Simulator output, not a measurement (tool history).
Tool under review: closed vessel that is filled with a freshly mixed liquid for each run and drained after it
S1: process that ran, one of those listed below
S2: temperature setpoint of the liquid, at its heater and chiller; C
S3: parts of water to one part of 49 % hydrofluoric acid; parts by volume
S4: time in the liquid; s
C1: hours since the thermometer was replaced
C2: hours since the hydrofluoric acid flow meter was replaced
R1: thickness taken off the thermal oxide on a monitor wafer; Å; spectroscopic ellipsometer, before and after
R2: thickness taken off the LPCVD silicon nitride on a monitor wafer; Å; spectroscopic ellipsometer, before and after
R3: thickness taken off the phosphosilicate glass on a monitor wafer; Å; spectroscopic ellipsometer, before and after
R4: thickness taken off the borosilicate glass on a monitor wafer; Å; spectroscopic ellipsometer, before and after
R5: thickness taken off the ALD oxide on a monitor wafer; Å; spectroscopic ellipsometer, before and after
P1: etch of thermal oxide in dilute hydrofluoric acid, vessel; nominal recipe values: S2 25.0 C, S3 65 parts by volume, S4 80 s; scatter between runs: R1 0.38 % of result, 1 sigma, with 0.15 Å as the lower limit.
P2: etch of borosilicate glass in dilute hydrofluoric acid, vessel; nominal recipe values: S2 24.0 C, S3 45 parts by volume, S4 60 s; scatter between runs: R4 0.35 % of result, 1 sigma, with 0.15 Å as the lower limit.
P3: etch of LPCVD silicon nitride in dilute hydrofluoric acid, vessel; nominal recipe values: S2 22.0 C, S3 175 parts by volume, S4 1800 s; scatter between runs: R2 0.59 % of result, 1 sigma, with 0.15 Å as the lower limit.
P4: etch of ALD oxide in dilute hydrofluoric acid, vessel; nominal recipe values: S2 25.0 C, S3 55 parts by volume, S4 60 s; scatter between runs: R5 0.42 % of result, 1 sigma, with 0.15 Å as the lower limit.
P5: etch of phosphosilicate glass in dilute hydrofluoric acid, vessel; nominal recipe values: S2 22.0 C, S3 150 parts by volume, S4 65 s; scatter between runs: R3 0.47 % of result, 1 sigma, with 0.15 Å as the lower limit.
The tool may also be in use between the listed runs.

run	hour	S1	S2	S3	S4	C1	C2	R1	R2	R3	R4	R5
1	9.6	P1	25.0	65	80	708.6	103.1	62.556				
2	19.2	P3	22.0	90	1800	718.2	112.7		83.5760			
3	31.4	P5	22.0	150	65	730.4	124.9			260.72		
4	40.8	P1	25.0	110	45	739.8	134.3	19.272				
5	53.3	P2	24.0	45	60	752.3	146.8				418.44	
6	62.6	P2	24.0	20	60	761.6	156.1				981.74	
7	71.4	P1	29.5	65	80	770.4	164.9	74.686				
8	82.0	P1	25.0	65	80	781.0	175.5	62.886				
9	93.3	P1	25.0	20	80	792.3	186.8	216.270				
10	110.0	P1	25.0	65	80	809.0	203.5	62.918				
11	126.5	P3	28.0	175	1800	825.5	220.0		63.6610			
12	137.8	P3	22.0	175	1800	836.8	231.3		43.5700			
# hour 143.6: thermometer replaced
13	149.6	P4	25.0	55	105	6.1	243.1					338.81
14	159.0	P1	25.0	30	155	15.5	252.5	275.550				
15	169.7	P1	25.0	100	80	26.2	263.2	38.997				
16	180.3	P2	17.0	45	60	36.8	273.8				312.91	
17	192.1	P2	24.0	45	60	48.6	285.6				421.46	
18	204.2	P5	17.0	150	65	60.7	297.7			211.57		
19	219.0	P1	25.0	65	80	75.5	312.5	62.688				
20	227.7	P4	25.0	55	60	84.2	321.2					192.47
21	238.0	P1	25.0	65	30	94.5	331.5	23.513				
22	252.8	P4	32.0	55	60	109.3	346.3					256.93
23	267.4	P3	22.0	175	225	123.9	360.9		5.5451			
24	278.9	P1	21.0	65	80	135.4	372.4	52.962				
25	289.1	P4	25.0	80	60	145.6	382.6					127.13
26	296.9	P1	25.0	65	145	153.4	390.4	112.820				
27	304.6	P5	22.0	35	65	161.1	398.1			1268.80		
28	315.2	P2	24.0	45	30	171.7	408.7				211.41	
29	322.8	P5	22.0	150	105	179.3	416.3			418.63		
30	331.6	P1	25.0	65	80	188.1	425.1	62.189				
31	340.0	P4	25.0	55	60	196.5	433.5					193.45
32	352.1	P3	22.0	175	1800	208.6	445.6		43.0540			
33	366.0	P1	25.0	65	80	222.5	459.5	62.402				
34	380.2	P1	25.0	65	80	236.7	473.7	60.490				
35	392.6	P1	25.0	65	80	249.1	486.1	59.194				
36	401.1	P1	25.0	65	80	257.6	494.6	58.392				
37	410.4	P1	25.0	65	80	266.9	503.9	58.122				
38	426.9	P1	25.0	65	80	283.4	520.4	57.760				
39	438.8	P1	25.0	65	80	295.3	532.3	57.036				
40	446.3	P1	25.0	65	80	302.8	539.8	56.956				
41	458.4	P1	25.0	65	80	314.9	551.9	57.206				
42	467.0	P1	25.0	65	80	323.5	560.5	57.015				
43	479.3	P1	25.0	65	80	335.8	572.8	56.480				
44	491.4	P1	25.0	65	80	347.9	584.9	56.610				

The output of P1 has drifted from where it used to be. Each of the 2 causes below, taken at the size shown beside it, accounts for the log equally well:
A: liquid colder than its thermometer reads (K) = 2.41
B: hydrofluoric acid flow below the setpoint (%) = 8.6
The process output started creeping at around hour 366.0.

4 check runs are offered, one wafer each, their results left as question marks. Which one tells the causes apart?
check 1	503.5	P3	22.0	175	1800				?			
check 2	503.5	P2	24.0	45	60						?	
check 3	503.5	P4	25.0	55	60							?
check 4	503.5	P5	22.0	150	65					?		

Expected result of each check under each candidate cause:
check	result	if A	if B
check 1	R2	36.9940	39.6840
check 2	R4	381.87	383.80
check 3	R5	174.92	175.26
check 4	R3	235.61	233.26
Distance between the nearest two causes, measured in the result of the check that separates them most: check 1 7.02 %; check 2 0.5 %; check 3 0.2 %; check 4 1 %
Of the check runs offered, only check 1 discriminates between the causes; the rest would read about the same regardless of which cause applies.

The results of check 1 are: R2 39.6140 Å. Based on these, which of the listed causes is it?

It was cause B: hydrofluoric acid flow below the setpoint (%).
